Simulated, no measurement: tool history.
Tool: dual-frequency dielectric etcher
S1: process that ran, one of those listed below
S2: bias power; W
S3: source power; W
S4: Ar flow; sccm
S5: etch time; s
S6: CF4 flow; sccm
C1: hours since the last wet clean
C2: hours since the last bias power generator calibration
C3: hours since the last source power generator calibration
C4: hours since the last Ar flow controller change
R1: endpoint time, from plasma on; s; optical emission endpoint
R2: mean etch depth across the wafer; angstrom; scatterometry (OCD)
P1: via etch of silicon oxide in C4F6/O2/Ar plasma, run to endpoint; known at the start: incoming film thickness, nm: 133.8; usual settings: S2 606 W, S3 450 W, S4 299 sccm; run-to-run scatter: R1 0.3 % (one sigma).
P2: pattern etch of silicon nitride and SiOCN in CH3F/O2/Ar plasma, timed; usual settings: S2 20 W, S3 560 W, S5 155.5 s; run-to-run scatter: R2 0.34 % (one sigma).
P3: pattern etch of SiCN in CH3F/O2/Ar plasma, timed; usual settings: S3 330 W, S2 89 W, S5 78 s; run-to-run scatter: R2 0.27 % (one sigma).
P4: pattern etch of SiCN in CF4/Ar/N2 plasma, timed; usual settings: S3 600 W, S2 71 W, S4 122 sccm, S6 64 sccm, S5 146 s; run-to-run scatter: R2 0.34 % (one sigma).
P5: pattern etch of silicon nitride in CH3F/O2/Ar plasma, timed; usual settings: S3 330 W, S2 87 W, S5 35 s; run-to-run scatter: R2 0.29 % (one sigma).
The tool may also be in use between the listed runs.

{"run": 1, "day": 0.35, "S1": "P1", "S2": 606, "S3": 450, "S4": 299, "C1": 239.6, "C2": 2673.1, "C3": 1418.7, "C4": 2720.7, "R1": 26.039}
{"run": 2, "day": 0.538, "S1": "P5", "S2": 87, "S3": 330, "S5": 35, "C1": 244.1, "C2": 2677.6, "C3": 1423.2, "C4": 2725.2, "R2": 244.33}
{"run": 3, "day": 0.804, "S1": "P4", "S2": 71, "S3": 600, "S4": 122, "S5": 146, "S6": 80, "C1": 250.5, "C2": 2684, "C3": 1429.6, "C4": 2731.6, "R2": 1608.7}
{"run": 4, "day": 1.171, "S1": "P3", "S2": 64, "S3": 330, "S5": 78, "C1": 259.3, "C2": 2692.8, "C3": 1438.4, "C4": 2740.4, "R2": 256.83}
{"run": 5, "day": 1.358, "S1": "P1", "S2": 606, "S3": 450, "S4": 299, "C1": 263.8, "C2": 2697.3, "C3": 1442.9, "C4": 2744.9, "R1": 25.894}
{"run": 6, "day": 1.746, "S1": "P4", "S2": 71, "S3": 600, "S4": 122, "S5": 205.5, "S6": 64, "C1": 273.1, "C2": 2706.6, "C3": 1452.2, "C4": 2754.2, "R2": 2180.2}
{"run": 7, "day": 2.096, "S1": "P4", "S2": 71, "S3": 600, "S4": 154, "S5": 146, "S6": 64, "C1": 281.5, "C2": 2715, "C3": 1460.6, "C4": 2762.6, "R2": 1492.7}
{"run": 8, "day": 2.462, "S1": "P1", "S2": 606, "S3": 450, "S4": 299, "C1": 290.3, "C2": 2723.8, "C3": 1469.4, "C4": 2771.4, "R1": 25.935}
{"run": 9, "day": 2.708, "S1": "P1", "S2": 606, "S3": 450, "S4": 225, "C1": 296.2, "C2": 2729.7, "C3": 1475.3, "C4": 2777.3, "R1": 25.043}
{"run": 10, "day": 3.083, "S1": "P2", "S2": 20, "S3": 560, "S5": 201, "C1": 305.2, "C2": 2738.7, "C3": 1484.3, "C4": 2786.3, "R2": 299.08}
{"run": 11, "day": 3.408, "S1": "P5", "S2": 87, "S3": 240, "S5": 35, "C1": 313, "C2": 2746.5, "C3": 1492.1, "C4": 2794.1, "R2": 218.6}
{"run": 12, "day": 3.704, "S1": "P5", "S2": 87, "S3": 330, "S5": 35, "C1": 320.1, "C2": 2753.6, "C3": 1499.2, "C4": 2801.2, "R2": 244.94}
{"run": 13, "day": 3.938, "S1": "P1", "S2": 606, "S3": 450, "S4": 299, "C1": 325.7, "C2": 2759.2, "C3": 1504.8, "C4": 2806.8, "R1": 25.979}
{"run": 14, "day": 4.204, "S1": "P1", "S2": 841, "S3": 450, "S4": 299, "C1": 332.1, "C2": 2765.6, "C3": 1511.2, "C4": 2813.2, "R1": 22.969}
{"run": 15, "day": 4.438, "S1": "P5", "S2": 51, "S3": 330, "S5": 35, "C1": 337.7, "C2": 2771.2, "C3": 1516.8, "C4": 2818.8, "R2": 204.3}
{"run": 16, "day": 4.646, "S1": "P3", "S2": 89, "S3": 260, "S5": 78, "C1": 342.7, "C2": 2776.2, "C3": 1521.8, "C4": 2823.8, "R2": 265.43}
{"run": 17, "day": 4.917, "S1": "P1", "S2": 606, "S3": 270, "S4": 299, "C1": 349.2, "C2": 2782.7, "C3": 1528.3, "C4": 2830.3, "R1": 31.171}
{"run": 18, "day": 5.3, "S1": "P3", "S2": 89, "S3": 330, "S5": 43, "C1": 358.4, "C2": 2791.9, "C3": 1537.5, "C4": 2839.5, "R2": 159.36}
{"day": 5.467, "done": "source power generator calibrated"}
{"run": 19, "day": 5.538, "S1": "P4", "S2": 71, "S3": 790, "S4": 122, "S5": 146, "S6": 64, "C1": 364.1, "C2": 2797.6, "C3": 1.7, "C4": 2845.2, "R2": 1975.8}
{"run": 20, "day": 5.867, "S1": "P4", "S2": 71, "S3": 600, "S4": 122, "S5": 146, "S6": 64, "C1": 372, "C2": 2805.5, "C3": 9.6, "C4": 2853.1, "R2": 1555}
{"run": 21, "day": 6.254, "S1": "P2", "S2": 20, "S3": 560, "S5": 155.5, "C1": 381.3, "C2": 2814.8, "C3": 18.9, "C4": 2862.4, "R2": 230.85}
{"run": 22, "day": 6.517, "S1": "P1", "S2": 606, "S3": 450, "S4": 299, "C1": 387.6, "C2": 2821.1, "C3": 25.2, "C4": 2868.7, "R1": 25.978}
{"run": 23, "day": 6.862, "S1": "P1", "S2": 424, "S3": 450, "S4": 394, "C1": 395.9, "C2": 2829.4, "C3": 33.5, "C4": 2877, "R1": 30.626}
{"run": 24, "day": 7.1, "S1": "P2", "S2": 13, "S3": 560, "S5": 155.5, "C1": 401.6, "C2": 2835.1, "C3": 39.2, "C4": 2882.7, "R2": 194.08}
{"run": 25, "day": 7.312, "S1": "P1", "S2": 606, "S3": 450, "S4": 299, "C1": 406.7, "C2": 2840.2, "C3": 44.3, "C4": 2887.8, "R1": 25.993}
{"run": 26, "day": 7.658, "S1": "P1", "S2": 606, "S3": 450, "S4": 387, "C1": 415, "C2": 2848.5, "C3": 52.6, "C4": 2896.1, "R1": 26.755}
{"run": 27, "day": 7.912, "S1": "P1", "S2": 606, "S3": 580, "S4": 299, "C1": 421.1, "C2": 2854.6, "C3": 58.7, "C4": 2902.2, "R1": 23.571}
{"run": 28, "day": 8.212, "S1": "P4", "S2": 71, "S3": 600, "S4": 122, "S5": 146, "S6": 64, "C1": 428.3, "C2": 2861.8, "C3": 65.9, "C4": 2909.4, "R2": 1549.1}
{"run": 29, "day": 8.538, "S1": "P2", "S2": 20, "S3": 560, "S5": 155.5, "C1": 436.1, "C2": 2869.6, "C3": 73.7, "C4": 2917.2, "R2": 229.21}
{"run": 30, "day": 8.762, "S1": "P1", "S2": 500, "S3": 450, "S4": 372, "C1": 441.5, "C2": 2875, "C3": 79.1, "C4": 2922.6, "R1": 28.605}
{"run": 31, "day": 9.05, "S1": "P4", "S2": 52, "S3": 600, "S4": 122, "S5": 146, "S6": 64, "C1": 448.4, "C2": 2881.9, "C3": 86, "C4": 2929.5, "R2": 1393.2}
{"run": 32, "day": 9.417, "S1": "P3", "S2": 89, "S3": 330, "S5": 78, "C1": 457.2, "C2": 2890.7, "C3": 94.8, "C4": 2938.3, "R2": 289.16}
{"run": 33, "day": 9.729, "S1": "P5", "S2": 87, "S3": 330, "S5": 51, "C1": 464.7, "C2": 2898.2, "C3": 102.3, "C4": 2945.8, "R2": 357.31}
{"run": 34, "day": 9.896, "S1": "P1", "S2": 390, "S3": 450, "S4": 299, "C1": 468.7, "C2": 2902.2, "C3": 106.3, "C4": 2949.8, "R1": 30.558}
{"run": 35, "day": 10.133, "S1": "P2", "S2": 20, "S3": 750, "S5": 155.5, "C1": 474.4, "C2": 2907.9, "C3": 112, "C4": 2955.5, "R2": 253.89}
{"run": 36, "day": 10.342, "S1": "P1", "S2": 606, "S3": 450, "S4": 299, "C1": 479.4, "C2": 2912.9, "C3": 117, "C4": 2960.5, "R1": 25.912}
{"run": 37, "day": 10.638, "S1": "P1", "S2": 606, "S3": 450, "S4": 299, "C1": 486.5, "C2": 2920, "C3": 124.1, "C4": 2967.6, "R1": 26.143}
{"run": 38, "day": 10.875, "S1": "P1", "S2": 606, "S3": 450, "S4": 299, "C1": 492.2, "C2": 2925.7, "C3": 129.8, "C4": 2973.3, "R1": 26.295}
{"run": 39, "day": 11.108, "S1": "P1", "S2": 606, "S3": 450, "S4": 299, "C1": 497.8, "C2": 2931.3, "C3": 135.4, "C4": 2978.9, "R1": 26.207}
{"day": 11.229, "done": "Ar flow controller replaced"}
{"run": 40, "day": 11.483, "S1": "P1", "S2": 606, "S3": 450, "S4": 299, "C1": 506.8, "C2": 2940.3, "C3": 144.4, "C4": 6.1, "R1": 26.226}
{"run": 41, "day": 11.788, "S1": "P1", "S2": 606, "S3": 450, "S4": 299, "C1": 514.1, "C2": 2947.6, "C3": 151.7, "C4": 13.4, "R1": 26.371}
{"day": 12.075, "done": "wet clean of the chamber"}
{"run": 42, "day": 12.142, "S1": "P1", "S2": 606, "S3": 450, "S4": 299, "C1": 1.7, "C2": 2956.1, "C3": 160.2, "C4": 21.9, "R1": 26.371}
{"run": 43, "day": 12.388, "S1": "P1", "S2": 606, "S3": 450, "S4": 299, "C1": 7.6, "C2": 2962, "C3": 166.1, "C4": 27.8, "R1": 26.327}
{"run": 44, "day": 12.683, "S1": "P1", "S2": 606, "S3": 450, "S4": 299, "C1": 14.7, "C2": 2969.1, "C3": 173.2, "C4": 34.9, "R1": 26.423}

What P1 gives has crept away from where it was. These 2 causes fit the log equally well, each at the size given:
A: source power that arrives under what is set, % = 4.12
B: bias power that arrives under what is set, % = 3.97
The creep began at about day 10.342.
Why every other cause is out:
chamber walls in a state that lowers the etch rate, %: serviced at day 12.075, which brought nothing back
Ar flow that arrives over what is set, %: serviced at day 11.229, which brought nothing back

4 check runs are offered, one wafer each, their results left as question marks. Which one tells the causes apart?
{"run": "check 1", "day": 12.979, "S1": "P3", "S2": 66, "S3": 330, "S5": 45.5, "R2": "?"}
{"run": "check 2", "day": 12.979, "S1": "P5", "S2": 70, "S3": 330, "S5": 41.5, "R2": "?"}
{"run": "check 3", "day": 12.979, "S1": "P4", "S2": 58, "S3": 600, "S4": 122, "S5": 146, "S6": 78, "R2": "?"}
{"run": "check 4", "day": 12.979, "S1": "P2", "S2": 16, "S3": 560, "S5": 155.5, "R2": "?"}

What each check would give under each cause:
check=check_1 result=R2 if_A=149.4 if_B=149.65
check=check_2 result=R2 if_A=264.77 if_B=265.29
check=check_3 result=R2 if_A=1437.8 if_B=1472.7
check=check_4 result=R2 if_A=206.91 if_B=206.74
How far apart the two closest causes lie, in the result that separates them most: check 1 0.16 %; check 2 0.2 %; check 3 2.4 %; check 4 0.09 %
Check 3 tells the causes apart: in the others they would give nearly the same result.

Then check 3 was run and gave: R2 1434.2 angstrom. Which cause is it?

It is A: source power that arrives under what is set, %.
